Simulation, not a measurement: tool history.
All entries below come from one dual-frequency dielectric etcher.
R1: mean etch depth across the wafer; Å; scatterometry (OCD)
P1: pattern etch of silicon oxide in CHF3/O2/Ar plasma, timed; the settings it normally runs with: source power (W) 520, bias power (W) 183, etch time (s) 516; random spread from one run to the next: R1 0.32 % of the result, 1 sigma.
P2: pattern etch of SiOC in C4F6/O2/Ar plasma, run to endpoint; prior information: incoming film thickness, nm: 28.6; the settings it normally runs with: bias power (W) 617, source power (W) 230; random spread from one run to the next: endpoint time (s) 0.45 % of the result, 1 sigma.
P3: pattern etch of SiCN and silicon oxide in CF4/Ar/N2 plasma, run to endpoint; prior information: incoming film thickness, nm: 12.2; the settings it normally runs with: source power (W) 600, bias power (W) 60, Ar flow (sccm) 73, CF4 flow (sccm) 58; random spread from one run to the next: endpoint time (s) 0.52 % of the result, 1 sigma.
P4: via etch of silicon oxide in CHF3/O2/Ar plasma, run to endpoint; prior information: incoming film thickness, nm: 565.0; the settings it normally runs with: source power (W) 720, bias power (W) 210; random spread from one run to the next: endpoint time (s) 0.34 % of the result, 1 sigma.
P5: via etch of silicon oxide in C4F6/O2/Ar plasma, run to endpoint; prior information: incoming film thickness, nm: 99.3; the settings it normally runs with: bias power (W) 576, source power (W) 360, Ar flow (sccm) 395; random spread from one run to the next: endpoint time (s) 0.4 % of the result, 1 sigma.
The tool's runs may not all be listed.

run 1 hour=9.9 | process_that_ran=P1 source_power_(W)=520 bias_power_(W)=183 etch_time_(s)=516 | R1=9716.1
run 2 hour=19.1 | process_that_ran=P1 source_power_(W)=520 bias_power_(W)=256 etch_time_(s)=516 | R1=10837.0
run 3 hour=37.3 | process_that_ran=P1 source_power_(W)=520 bias_power_(W)=183 etch_time_(s)=516 | R1=9618.1
run 4 hour=51.0 | process_that_ran=P3 source_power_(W)=600 bias_power_(W)=60 Ar_flow_(sccm)=73 CF4_flow_(sccm)=58 | endpoint_time_(s)=11.5230
run 5 hour=64.3 | process_that_ran=P3 source_power_(W)=600 bias_power_(W)=77 Ar_flow_(sccm)=73 CF4_flow_(sccm)=58 | endpoint_time_(s)=10.6860
run 6 hour=73.8 | process_that_ran=P1 source_power_(W)=390 bias_power_(W)=183 etch_time_(s)=516 | R1=8636.5
run 7 hour=84.6 | process_that_ran=P1 source_power_(W)=520 bias_power_(W)=139 etch_time_(s)=516 | R1=8800.2
run 8 hour=97.7 | process_that_ran=P1 source_power_(W)=330 bias_power_(W)=183 etch_time_(s)=755 | R1=11870.0
run 9 hour=105.8 | process_that_ran=P4 source_power_(W)=970 bias_power_(W)=210 | endpoint_time_(s)=223.5800
run 10 hour=123.6 | process_that_ran=P1 source_power_(W)=520 bias_power_(W)=183 etch_time_(s)=772 | R1=14463.0
run 11 hour=132.7 | process_that_ran=P1 source_power_(W)=520 bias_power_(W)=183 etch_time_(s)=360 | R1=6754.8
run 12 hour=142.9 | process_that_ran=P3 source_power_(W)=800 bias_power_(W)=60 Ar_flow_(sccm)=73 CF4_flow_(sccm)=58 | endpoint_time_(s)=8.9254
run 13 hour=157.9 | process_that_ran=P3 source_power_(W)=600 bias_power_(W)=60 Ar_flow_(sccm)=73 CF4_flow_(sccm)=39 | endpoint_time_(s)=12.3300
run 14 hour=172.0 | process_that_ran=P2 source_power_(W)=150 bias_power_(W)=617 | endpoint_time_(s)=12.7250
run 15 hour=182.9 | process_that_ran=P5 source_power_(W)=210 bias_power_(W)=576 Ar_flow_(sccm)=395 | endpoint_time_(s)=26.8180
run 16 hour=191.9 | process_that_ran=P4 source_power_(W)=720 bias_power_(W)=210 | endpoint_time_(s)=250.6500
run 17 hour=201.0 | process_that_ran=P4 source_power_(W)=720 bias_power_(W)=210 | endpoint_time_(s)=251.3600
run 18 hour=212.8 | process_that_ran=P1 source_power_(W)=520 bias_power_(W)=183 etch_time_(s)=516 | R1=9633.5
run 19 hour=223.0 | process_that_ran=P5 source_power_(W)=360 bias_power_(W)=576 Ar_flow_(sccm)=282 | endpoint_time_(s)=21.0190
run 20 hour=239.0 | process_that_ran=P5 source_power_(W)=360 bias_power_(W)=807 Ar_flow_(sccm)=395 | endpoint_time_(s)=19.1860
run 21 hour=254.6 | process_that_ran=P1 source_power_(W)=520 bias_power_(W)=183 etch_time_(s)=516 | R1=9619.8
run 22 hour=271.7 | process_that_ran=P5 source_power_(W)=360 bias_power_(W)=576 Ar_flow_(sccm)=395 | endpoint_time_(s)=22.1030
run 23 hour=289.2 | process_that_ran=P2 source_power_(W)=230 bias_power_(W)=790 | endpoint_time_(s)=9.8440
-- hour=298.8 wet clean of the chamber
run 24 hour=305.2 | process_that_ran=P3 source_power_(W)=600 bias_power_(W)=60 Ar_flow_(sccm)=91 CF4_flow_(sccm)=58 | endpoint_time_(s)=11.9530
run 25 hour=314.9 | process_that_ran=P4 source_power_(W)=720 bias_power_(W)=281 | endpoint_time_(s)=225.3100
run 26 hour=330.6 | process_that_ran=P1 source_power_(W)=520 bias_power_(W)=183 etch_time_(s)=516 | R1=9688.8
run 27 hour=339.8 | process_that_ran=P2 source_power_(W)=230 bias_power_(W)=617 | endpoint_time_(s)=10.8690
run 28 hour=356.3 | process_that_ran=P1 source_power_(W)=610 bias_power_(W)=183 etch_time_(s)=516 | R1=10216.0
run 29 hour=374.2 | process_that_ran=P1 source_power_(W)=520 bias_power_(W)=183 etch_time_(s)=516 | R1=9673.4
run 30 hour=386.2 | process_that_ran=P1 source_power_(W)=520 bias_power_(W)=183 etch_time_(s)=516 | R1=9697.4
run 31 hour=395.5 | process_that_ran=P1 source_power_(W)=520 bias_power_(W)=183 etch_time_(s)=516 | R1=9783.6
-- hour=400.3 wet clean of the chamber
run 32 hour=404.7 | process_that_ran=P1 source_power_(W)=520 bias_power_(W)=183 etch_time_(s)=516 | R1=9792.8
run 33 hour=414.6 | process_that_ran=P1 source_power_(W)=520 bias_power_(W)=183 etch_time_(s)=516 | R1=9843.6
run 34 hour=429.0 | process_that_ran=P1 source_power_(W)=520 bias_power_(W)=183 etch_time_(s)=516 | R1=9800.4
run 35 hour=447.1 | process_that_ran=P1 source_power_(W)=520 bias_power_(W)=183 etch_time_(s)=516 | R1=9794.9

Something has made what P1 gives creep away from where it was; the 2 causes below, each at its own stated size, fit the log equally well:
A: source power that arrives over what is set, % = 4.32
B: bias power that arrives over what is set, % = 4.83
At approximately hour 374.2, the process output began to creep.
Ruled out, with reasons:
chamber walls in a state that raises the etch rate, %: its service at hour 400.3 followed the start of the drift and did not put the process back to its old value

The list below offers 4 check runs, each averaging the results of 3 wafers, and shows each result as a question mark. For which of them would the listed causes give clearly different results?
run check 1 hour=465.2 | process_that_ran=P5 source_power_(W)=290 bias_power_(W)=742 Ar_flow_(sccm)=395 | endpoint_time_(s)=?
run check 2 hour=465.2 | process_that_ran=P3 source_power_(W)=700 bias_power_(W)=60 Ar_flow_(sccm)=73 CF4_flow_(sccm)=58 | endpoint_time_(s)=?
run check 3 hour=465.2 | process_that_ran=P2 source_power_(W)=160 bias_power_(W)=765 | endpoint_time_(s)=?
run check 4 hour=465.2 | process_that_ran=P4 source_power_(W)=720 bias_power_(W)=264 | endpoint_time_(s)=?

Expected result of each check under each candidate cause:
check=check_1 result=endpoint_time_(s) if_A=21.1740 if_B=21.0980
check=check_2 result=endpoint_time_(s) if_A=9.6976 if_B=9.9262
check=check_3 result=endpoint_time_(s) if_A=11.1760 if_B=11.1300
check=check_4 result=endpoint_time_(s) if_A=226.8900 if_B=226.6700
Separation of the two closest causes in each check, using whichever result separates them best: check 1 0.36 %; check 2 2.33 %; check 3 0.42 %; check 4 0.1 %
Check 2 is the one run that separates the causes; every other check would come out nearly the same whichever cause is at work.

The results of check 2 are: endpoint time (s) 9.9245. Based on these, which of the listed causes is it?

The cause is B: bias power that arrives over what is set, %.
